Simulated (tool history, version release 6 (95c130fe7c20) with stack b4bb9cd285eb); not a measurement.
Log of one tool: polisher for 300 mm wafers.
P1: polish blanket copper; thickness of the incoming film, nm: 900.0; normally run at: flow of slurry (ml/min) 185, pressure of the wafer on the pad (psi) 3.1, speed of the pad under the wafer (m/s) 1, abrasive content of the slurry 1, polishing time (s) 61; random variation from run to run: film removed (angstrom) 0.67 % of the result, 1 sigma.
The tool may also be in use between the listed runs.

run	day	flow of slurry (ml/min)	pressure of the wafer on the pad (psi)	speed of the pad under the wafer (m/s)	abrasive content of the slurry	polishing time (s)	wafers polished on this pad	hours since the slurry nozzle was cleaned	hours since the head pressure was calibrated	hours since the slurry blender was calibrated	film removed (angstrom)
1	0.433	185	3.1	1	1	61	261	142.6	142.3	248.8	1756.9
2	0.825	185	3.1	1.4	1	61	400	152	151.7	258.2	2423.9
3	1.354	185	3.1	1	1	61	587	164.7	164.4	270.9	1735.5
4	1.967	185	3.1	0.44	1	39	804	179.4	179.1	285.6	483.94
5	2.438	185	3.1	1	0.55	61	971	190.7	190.4	296.9	1521.4
6	3.092	185	3.1	1	1.45	61	1202	206.4	206.1	312.6	1874
7	3.679	185	3.1	1	1	92	1410	220.5	220.2	326.7	2635.2
8	4.242	185	3.1	1	1	61	1609	234	233.7	340.2	1730.6
9	4.842	185	4	1	0.65	61	1822	248.4	248.1	354.6	2023.3
10	5.146	185	3.1	1	1	43	1929	255.7	255.4	361.9	1226.6
11	5.579	110	3.1	1	1	61	2083	266.1	265.8	372.3	1567.6
12	6.196	185	3.1	1	1	61	2301	280.9	280.6	387.1	1755.7
13	6.792	185	1.4	1	1	61	2512	295.2	294.9	401.4	787.82
14	7.179	185	3.1	0.66	1	61	2649	304.5	304.2	410.7	1146.1
15	7.704	185	3.1	1	0.65	47	2835	317.1	316.8	423.3	1215.8
16	8.354	185	4.4	1	1	61	3065	332.7	332.4	438.9	2478.5
17	8.829	245	3.1	1	1	61	3233	344.1	343.8	450.3	1805.1
18	9.367	185	3.1	1	1	61	3424	357	356.7	463.2	1730.4
19	9.688	185	3.1	1	1	61	3537	364.7	364.4	470.9	1755.5
20	10.017	185	3.1	1	1	61	3654	372.6	372.3	478.8	1729.6
21	10.312	185	3.1	1	1	61	3759	379.7	379.4	485.9	1676.6
22	10.65	185	3.1	1	1	61	3878	387.8	387.5	494	1685.3
23	11.279	185	3.1	1	1	61	4101	402.9	402.6	509.1	1651.1
# day 11.679: worn pad replaced by a new one
24	11.833	185	3.1	1	1	61	54	416.2	415.9	522.4	1626.5
# day 11.979: head pressure recalibrated
25	12.167	185	3.1	1	1	61	172	424.2	4.5	530.4	1619.2
26	12.521	185	3.1	1	1	61	298	432.7	13	538.9	1612.3
27	13.192	185	3.1	1	1	61	535	448.8	29.1	555	1632.1
28	13.679	185	3.1	1	1	61	708	460.5	40.8	566.7	1602.5
29	13.992	185	3.1	1	1	61	818	468	48.3	574.2	1633.7

What P1 gives has crept away from where it was. These 2 causes fit the log equally well, each at the size given:
A: slurry flow missing at the pad, % = 33.8
B: abrasive missing from the slurry, % = 28.9
The creep began at about day 9.688.
Why every other cause is out:
removal rate lost through wear of the pad, %: serviced at day 11.679, which brought nothing back
head's pressure below its setpoint, %: serviced at day 11.979, which brought nothing back

4 check runs are offered, each on 3 wafers whose results are averaged, their results left as question marks. Which one tells the causes apart?
check 1	14.304	120	3.1	1	1.35	61					?
check 2	14.304	185	3.1	1.36	1	61					?
check 3	14.304	185	1.5	1	1	61					?
check 4	14.304	185	3.1	1	0.8	61					?

What each check would give under each cause:
check	result	if A	if B
check 1	film removed (angstrom)	1551.6	1601.5
check 2	film removed (angstrom)	2206.6	2207
check 3	film removed (angstrom)	785.08	785.22
check 4	film removed (angstrom)	1547.7	1551.1
How far apart the two closest causes lie, in the result that separates them most: check 1 3.17 %; check 2 0.02 %; check 3 0.02 %; check 4 0.22 %
Check 1 tells the causes apart: in the others they would give nearly the same result.

Check 1 was then run and gave: film removed (angstrom) 1554.7. Which cause is it?

It is A: slurry flow missing at the pad, %.
